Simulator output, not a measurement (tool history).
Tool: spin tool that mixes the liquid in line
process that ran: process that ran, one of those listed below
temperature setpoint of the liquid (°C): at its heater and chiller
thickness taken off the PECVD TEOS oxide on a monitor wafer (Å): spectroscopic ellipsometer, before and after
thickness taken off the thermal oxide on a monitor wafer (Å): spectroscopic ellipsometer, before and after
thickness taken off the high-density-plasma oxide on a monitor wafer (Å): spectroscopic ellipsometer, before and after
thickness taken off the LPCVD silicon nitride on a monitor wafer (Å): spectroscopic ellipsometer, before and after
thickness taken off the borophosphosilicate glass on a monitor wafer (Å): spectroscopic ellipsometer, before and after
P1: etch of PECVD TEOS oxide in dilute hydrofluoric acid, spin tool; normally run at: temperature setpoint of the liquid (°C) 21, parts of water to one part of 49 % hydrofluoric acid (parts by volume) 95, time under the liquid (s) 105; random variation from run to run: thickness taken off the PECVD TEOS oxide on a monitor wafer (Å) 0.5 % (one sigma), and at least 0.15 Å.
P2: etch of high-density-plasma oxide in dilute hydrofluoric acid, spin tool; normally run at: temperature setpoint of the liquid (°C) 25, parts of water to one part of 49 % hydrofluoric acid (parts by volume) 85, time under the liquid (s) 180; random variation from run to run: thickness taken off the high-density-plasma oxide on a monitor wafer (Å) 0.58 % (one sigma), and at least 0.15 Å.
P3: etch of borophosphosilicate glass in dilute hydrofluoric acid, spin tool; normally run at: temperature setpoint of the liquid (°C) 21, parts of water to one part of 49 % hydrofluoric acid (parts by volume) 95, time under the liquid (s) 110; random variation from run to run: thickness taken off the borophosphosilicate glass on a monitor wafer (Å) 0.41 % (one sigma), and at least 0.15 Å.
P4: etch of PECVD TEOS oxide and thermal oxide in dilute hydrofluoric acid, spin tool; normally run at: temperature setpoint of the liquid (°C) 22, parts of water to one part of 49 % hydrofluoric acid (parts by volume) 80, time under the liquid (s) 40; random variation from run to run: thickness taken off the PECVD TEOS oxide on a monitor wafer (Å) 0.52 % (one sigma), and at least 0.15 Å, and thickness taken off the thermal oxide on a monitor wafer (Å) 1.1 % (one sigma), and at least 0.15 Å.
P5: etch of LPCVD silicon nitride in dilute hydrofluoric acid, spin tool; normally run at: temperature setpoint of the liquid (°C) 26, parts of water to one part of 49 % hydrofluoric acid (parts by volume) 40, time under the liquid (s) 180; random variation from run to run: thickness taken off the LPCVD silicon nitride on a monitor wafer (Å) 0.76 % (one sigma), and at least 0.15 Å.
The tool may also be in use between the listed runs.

| run | hour | process that ran | temperature setpoint of the liquid (°C) | parts of water to one part of 49 % hydrofluoric acid (parts by volume) | time under the liquid (s) | thickness taken off the PECVD TEOS oxide on a monitor wafer (Å) | thickness taken off the thermal oxide on a monitor wafer (Å) | thickness taken off the high-density-plasma oxide on a monitor wafer (Å) | thickness taken off the LPCVD silicon nitride on a monitor wafer (Å) | thickness taken off the borophosphosilicate glass on a monitor wafer (Å) |
|---|---|---|---|---|---|---|---|---|---|---|
| 1 | 11.1 | P1 | 21 | 95 | 105 | 202.36 |  |  |  |  |
| 2 | 25.9 | P4 | 22 | 80 | 40 | 116.22 | 21.477 |  |  |  |
| 3 | 35.2 | P4 | 22 | 80 | 80 | 233.08 | 43.757 |  |  |  |
| 4 | 51.9 | P1 | 25 | 95 | 15 | 34.041 |  |  |  |  |
| 5 | 68.9 | P4 | 26 | 80 | 40 | 135.25 | 25.513 |  |  |  |
| 6 | 86 | P4 | 22 | 80 | 40 | 116.39 | 21.578 |  |  |  |
| 7 | 99.2 | P2 | 19.5 | 85 | 180 |  |  | 122.41 |  |  |
| 8 | 113 | P2 | 25 | 85 | 180 |  |  | 152.61 |  |  |
| 9 | 124.1 | P5 | 29.5 | 40 | 180 |  |  |  | 34.598 |  |
| 10 | 136.5 | P5 | 26 | 40 | 70 |  |  |  | 10.473 |  |
| 11 | 153.2 | P1 | 26 | 95 | 150 | 351.67 |  |  |  |  |
| 12 | 165.1 | P1 | 21 | 95 | 105 | 201.68 |  |  |  |  |
| 13 | 173.1 | P1 | 21 | 95 | 105 | 200.78 |  |  |  |  |
| 14 | 186.3 | P1 | 21 | 95 | 105 | 201.43 |  |  |  |  |
| 15 | 199.5 | P5 | 26 | 25 | 180 |  |  |  | 42.901 |  |
| 16 | 207.1 | P1 | 21 | 170 | 105 | 103.77 |  |  |  |  |
| 17 | 218.7 | P3 | 21 | 95 | 30 |  |  |  |  | 145.57 |
| 18 | 230.5 | P1 | 27.5 | 95 | 15 | 37.496 |  |  |  |  |
| 19 | 245.4 | P3 | 17 | 95 | 110 |  |  |  |  | 449.13 |
| 20 | 260.9 | P2 | 25 | 85 | 260 |  |  | 222.5 |  |  |
| 21 | 276.8 | P1 | 21 | 95 | 15 | 28.887 |  |  |  |  |
| 22 | 288.4 | P1 | 17 | 95 | 105 | 171.33 |  |  |  |  |
| 23 | 303.4 | P1 | 21 | 95 | 105 | 202.76 |  |  |  |  |
| 24 | 315 | P3 | 21 | 95 | 110 |  |  |  |  | 535.12 |
| 25 | 332.1 | P4 | 22 | 45 | 40 | 215.72 | 40.089 |  |  |  |
| 26 | 344.5 | P2 | 25 | 125 | 180 |  |  | 99.315 |  |  |
| 27 | 353.8 | P1 | 25.5 | 95 | 105 | 242.24 |  |  |  |  |
| 28 | 364.6 | P5 | 26 | 40 | 180 |  |  |  | 27.073 |  |
| 29 | 374.9 | P1 | 21 | 50 | 105 | 405.99 |  |  |  |  |
| 30 | 384.8 | P1 | 21 | 95 | 160 | 307.39 |  |  |  |  |
| 31 | 401.6 | P3 | 21 | 35 | 110 |  |  |  |  | 1535.7 |
| 32 | 418.6 | P1 | 21 | 95 | 105 | 202.1 |  |  |  |  |
| 33 | 430.7 | P1 | 21 | 95 | 105 | 201.98 |  |  |  |  |
| 34 | 443.4 | P1 | 21 | 95 | 105 | 207.16 |  |  |  |  |
| 35 | 453.1 | P1 | 21 | 95 | 105 | 211.14 |  |  |  |  |
| 36 | 468.1 | P1 | 21 | 95 | 105 | 215.49 |  |  |  |  |
| 37 | 483.6 | P1 | 21 | 95 | 105 | 217.15 |  |  |  |  |
| 38 | 500.1 | P1 | 21 | 95 | 105 | 219.46 |  |  |  |  |
| 39 | 509.4 | P1 | 21 | 95 | 105 | 220.92 |  |  |  |  |
| 40 | 526.1 | P1 | 21 | 95 | 105 | 218.89 |  |  |  |  |
| 41 | 542.6 | P1 | 21 | 95 | 105 | 218.11 |  |  |  |  |

What P1 gives has crept away from where it was. These 2 causes fit the log equally well, each at the size given:
A: hydrofluoric acid flow above the setpoint (%) = 7.92
B: liquid hotter than its thermometer reads (K) = 2.09
The creep began at about hour 430.7.

4 check runs are offered, each on 2 wafers whose results are averaged, their results left as question marks. Which one tells the causes apart?
| check 1 | 559.1 | P5 | 26 | 40 | 180 |  |  |  | ? |  |
| check 2 | 559.1 | P3 | 21 | 95 | 110 |  |  |  |  | ? |
| check 3 | 559.1 | P2 | 25 | 85 | 180 |  |  | ? |  |  |
| check 4 | 559.1 | P4 | 22 | 80 | 40 | ? | ? |  |  |  |

What each check would give under each cause:
| check | result | if A | if B |
|---|---|---|---|
| check 1 | thickness taken off the LPCVD silicon nitride on a monitor wafer (Å) | 29.435 | 31.381 |
| check 2 | thickness taken off the borophosphosilicate glass on a monitor wafer (Å) | 579.55 | 579.72 |
| check 3 | thickness taken off the high-density-plasma oxide on a monitor wafer (Å) | 166.97 | 166.62 |
| check 4 | thickness taken off the PECVD TEOS oxide on a monitor wafer (Å) | 125.92 | 126.09 |
| check 4 | thickness taken off the thermal oxide on a monitor wafer (Å) | 23.548 | 23.581 |
How far apart the two closest causes lie, in the result that separates them most: check 1 6.4 %; check 2 0.03 %; check 3 0.21 %; check 4 0.14 %
Only check 1 tells the causes apart: in the others they would give nearly the same result.

Check 1 was then run and gave: thickness taken off the LPCVD silicon nitride on a monitor wafer (Å) 29.442. Which cause is it?

It is A: hydrofluoric acid flow above the setpoint (%).

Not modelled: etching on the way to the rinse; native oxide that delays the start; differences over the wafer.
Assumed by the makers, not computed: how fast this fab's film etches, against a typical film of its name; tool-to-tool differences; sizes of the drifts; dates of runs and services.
